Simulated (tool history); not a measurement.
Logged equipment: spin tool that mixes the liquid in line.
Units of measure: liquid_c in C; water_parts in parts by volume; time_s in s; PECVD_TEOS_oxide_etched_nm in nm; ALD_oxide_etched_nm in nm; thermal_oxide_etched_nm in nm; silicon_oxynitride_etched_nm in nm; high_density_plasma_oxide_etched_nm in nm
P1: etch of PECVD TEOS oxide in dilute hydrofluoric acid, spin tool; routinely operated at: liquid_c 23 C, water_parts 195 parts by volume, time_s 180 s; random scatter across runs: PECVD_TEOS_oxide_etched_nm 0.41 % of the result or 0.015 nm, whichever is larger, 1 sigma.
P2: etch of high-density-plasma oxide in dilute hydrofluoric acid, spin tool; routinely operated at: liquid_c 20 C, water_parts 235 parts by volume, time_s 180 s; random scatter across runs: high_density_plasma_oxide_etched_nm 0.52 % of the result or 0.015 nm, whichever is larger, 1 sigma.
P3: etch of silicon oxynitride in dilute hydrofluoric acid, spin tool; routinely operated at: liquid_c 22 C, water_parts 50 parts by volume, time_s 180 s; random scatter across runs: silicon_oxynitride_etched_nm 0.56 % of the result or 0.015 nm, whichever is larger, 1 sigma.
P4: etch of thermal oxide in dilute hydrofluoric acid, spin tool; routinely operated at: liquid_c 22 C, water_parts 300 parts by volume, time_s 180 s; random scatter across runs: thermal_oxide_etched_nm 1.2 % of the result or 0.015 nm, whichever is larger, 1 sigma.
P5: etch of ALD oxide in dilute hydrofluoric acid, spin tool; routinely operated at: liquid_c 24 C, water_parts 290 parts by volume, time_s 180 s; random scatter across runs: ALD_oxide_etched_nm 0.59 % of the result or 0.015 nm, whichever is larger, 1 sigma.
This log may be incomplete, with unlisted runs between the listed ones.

run   hour  process  liquid_c  water_parts  time_s  PECVD_TEOS_oxide_etched_nm  ALD_oxide_etched_nm  thermal_oxide_etched_nm  silicon_oxynitride_etched_nm  high_density_plasma_oxide_etched_nm
  1   10.2       P1        23          195     180                      13.336
  2   21.4       P1        23          195     310                      22.988
  3     37       P1        23           65      25                      6.4795
  4   49.1       P1        23          335     180                      6.7669
  5   64.7       P5        29          290     180                                           5.9213
  6   75.3       P4        17          300     180                                                                    1.7984
  7   89.2       P1        23          195     180                      13.329
  8   97.1       P3        22           75     180                                                                                                  3.2115
  9  113.9       P2        20          235      90                                                                                                                                       2.0614
 10  129.9       P4        22          300      95                                                                    1.1493
 11  145.2       P3        22           50     180                                                                                                  4.8706
 12  154.4       P4        22          300     180                                                                    2.2015
 13  164.2       P1        23           70     180                      42.916
 14    182       P1        23          195     180                      13.345
 15  196.3       P1        30          195     180                      17.082
 16  206.6       P1        17          195     180                      10.594
 17  217.7       P5        24          290     305                                           8.4863
 18  235.8       P1        23          195     180                      13.334
 19    244       P5        24          485     180                                           2.5417
 20  256.8       P5        24          290     180                                           5.0509
 21  273.8       P2        20          235     180                                                                                                                                       4.0447
 22  287.3       P2        20          235     180                                                                                                                                       4.1074
 23  298.5       P2        28          235     180                                                                                                                                       5.4413
 24  315.9       P2        20          115     180                                                                                                                                       9.3514
 25  325.4       P3      26.5           50     180                                                                                                  6.0847
 26  340.5       P4        22          110     180                                                                    7.2206
 27  354.9       P1        23          195     180                      13.356
 28  372.8       P3        22           50      35                                                                                                 0.94312
 29  387.8       P1        23          195      15                      1.1256
 30  400.2       P5        24          290     180                                           5.0216
 31  415.4       P3        22           50     180                                                                                                   4.932
 32  424.3       P1        23          195     180                      13.431
 33  442.2       P1        23          195     180                      13.781
 34    453       P1        23          195     180                       14.05
 35  463.9       P1        23          195     180                      14.054
 36  477.1       P1        23          195     180                      14.179
 37  492.4       P1        23          195     180                      14.282
 38  510.4       P1        23          195     180                      14.194
 39  526.7       P1        23          195     180                      14.294
 40  539.6       P1        23          195     180                      14.192

P1 has crept away from where it was. The log is fitted equally well by each of these 2 causes, at the sizes shown:
A: hydrofluoric acid flow above the setpoint (%) = 5.98
B: liquid hotter than its thermometer reads (K) = 1.88
The process output started creeping at around hour 424.3.

The list below offers 4 check runs, each averaging the results of 2 wafers, and shows each result as a question mark. For which of them would the listed causes give clearly different results?
check 1  552.5       P5        24          290     180                                                ?
check 2  552.5       P2        20          235     180                                                                                                                                            ?
check 3  552.5       P4        22          300     180                                                                         ?
check 4  552.5       P3        22           50     180                                                                                                       ?

How each check would come out, cause by cause:
  check                               result    if A    if B
check 1                  ALD_oxide_etched_nm  5.4044  5.3542
check 2  high_density_plasma_oxide_etched_nm  4.3876  4.3861
check 3              thermal_oxide_etched_nm   2.359  2.3407
check 4         silicon_oxynitride_etched_nm  5.2095  5.3806
How far apart the two closest causes lie, in the result that separates them most: check 1 0.93 %; check 2 0.03 %; check 3 0.78 %; check 4 3.23 %
The other checks would show nearly matching results whichever cause is true, so check 4 is the only one that separates the causes.

Check 4 was carried out, with these results: silicon_oxynitride_etched_nm 5.1942 nm. Which of the listed causes is responsible?

Of the candidate causes, it is A: hydrofluoric acid flow above the setpoint (%).

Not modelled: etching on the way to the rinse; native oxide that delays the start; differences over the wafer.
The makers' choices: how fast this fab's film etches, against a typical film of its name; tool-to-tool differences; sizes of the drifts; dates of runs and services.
